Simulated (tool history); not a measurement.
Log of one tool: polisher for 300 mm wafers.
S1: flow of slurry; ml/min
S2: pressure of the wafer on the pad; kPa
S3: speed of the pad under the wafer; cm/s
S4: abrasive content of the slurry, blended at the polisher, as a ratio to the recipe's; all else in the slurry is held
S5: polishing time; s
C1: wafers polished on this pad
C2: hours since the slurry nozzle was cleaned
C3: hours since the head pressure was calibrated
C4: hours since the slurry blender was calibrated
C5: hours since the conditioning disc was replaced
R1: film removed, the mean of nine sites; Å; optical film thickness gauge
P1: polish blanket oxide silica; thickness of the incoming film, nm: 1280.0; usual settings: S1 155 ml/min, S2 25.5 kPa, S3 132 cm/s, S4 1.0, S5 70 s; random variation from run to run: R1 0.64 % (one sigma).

run   hour   S1    S2   S3   S4  S5    C1     C2     C3     C4     C5       R1
  1   10.7  155  25.5  132  1.0  70   910   96.6  143.7   87.1   71.0  2102.50
  2   16.1  155  25.5  132  0.5  70   959  102.0  149.1   92.5   76.4  1451.10
  3   24.8  155  25.5  132  1.0  70  1037  110.7  157.8  101.2   85.1  2112.00
  4   31.3  155  25.5  132  1.0  89  1096  117.2  164.3  107.7   91.6  2689.40
  5   42.1   95  25.5  132  1.0  70  1193  128.0  175.1  118.5  102.4  1918.30
  6   53.9  155  25.5  132  1.0  70  1300  139.8  186.9  130.3  114.2  2113.90
  7   62.2  155  25.5  196  1.0  70  1375  148.1  195.2  138.6  122.5  2884.20
  8   68.2  110  38.6  132  1.0  70  1429  154.1  201.2  144.6  128.5  2978.70
  9   78.4  155  25.5  132  1.3  70  1521  164.3  211.4  154.8  138.7  2345.10
 10   87.1  200  25.5  132  1.0  70  1600  173.0  220.1  163.5  147.4  2169.30
 11   95.3  155  37.2  132  1.0  70  1674  181.2  228.3  171.7  155.6  3080.40
 12  107.1  155  11.7  132  1.0  70  1780  193.0  240.1  183.5  167.4   981.82
 13  113.8  155  25.5  132  1.0  32  1841  199.7  246.8  190.2  174.1   970.69
 14  119.4  155  25.5  132  1.0  70  1891  205.3  252.4  195.8  179.7  2120.00
 15  127.2  155  25.5  132  1.0  70  1962  213.1  260.2  203.6  187.5  2113.30
     128.8  -- head pressure recalibrated
     137.4  -- slurry nozzle cleaned
 16  138.9  155  25.5  132  1.0  70  2067    1.6   10.2  215.3  199.2  2128.30
 17  149.8  155  25.5   82  1.0  70  2166   12.5   21.1  226.2  210.1  1450.70
 18  158.5  155  25.5  132  1.0  70  2244   21.2   29.8  234.9  218.8  2095.50
 19  165.5  155  25.5  132  1.0  70  2307   28.2   36.8  241.9  225.8  2041.00
 20  177.2  155  25.5  132  1.0  70  2413   39.9   48.5  253.6  237.5  1989.70
 21  183.8  155  25.5  132  1.0  70  2473   46.5   55.1  260.2  244.1  1937.50
 22  196.1  155  25.5  132  1.0  70  2584   58.8   67.4  272.5  256.4  1908.50
 23  206.3  155  25.5  132  1.0  70  2676   69.0   77.6  282.7  266.6  1892.20
 24  212.8  155  25.5  132  1.0  70  2735   75.5   84.1  289.2  273.1  1875.20
     213.3  -- slurry nozzle cleaned
     219.5  -- worn pad replaced by a new one
     219.6  -- conditioning disc replaced and pad reconditioned
 25  223.4  155  25.5  132  1.0  70    35   10.2   94.7  299.8    3.9  1882.50
 26  234.8  155  25.5  132  1.0  70   138   21.6  106.1  311.2   15.3  1855.70

The next listed run, before its measurement:
 27  241.6  155  25.5  132  1.0  70  200  28.4  112.9  318.0  22.1   ?

{"run 27": {"R1": 1855.7}}

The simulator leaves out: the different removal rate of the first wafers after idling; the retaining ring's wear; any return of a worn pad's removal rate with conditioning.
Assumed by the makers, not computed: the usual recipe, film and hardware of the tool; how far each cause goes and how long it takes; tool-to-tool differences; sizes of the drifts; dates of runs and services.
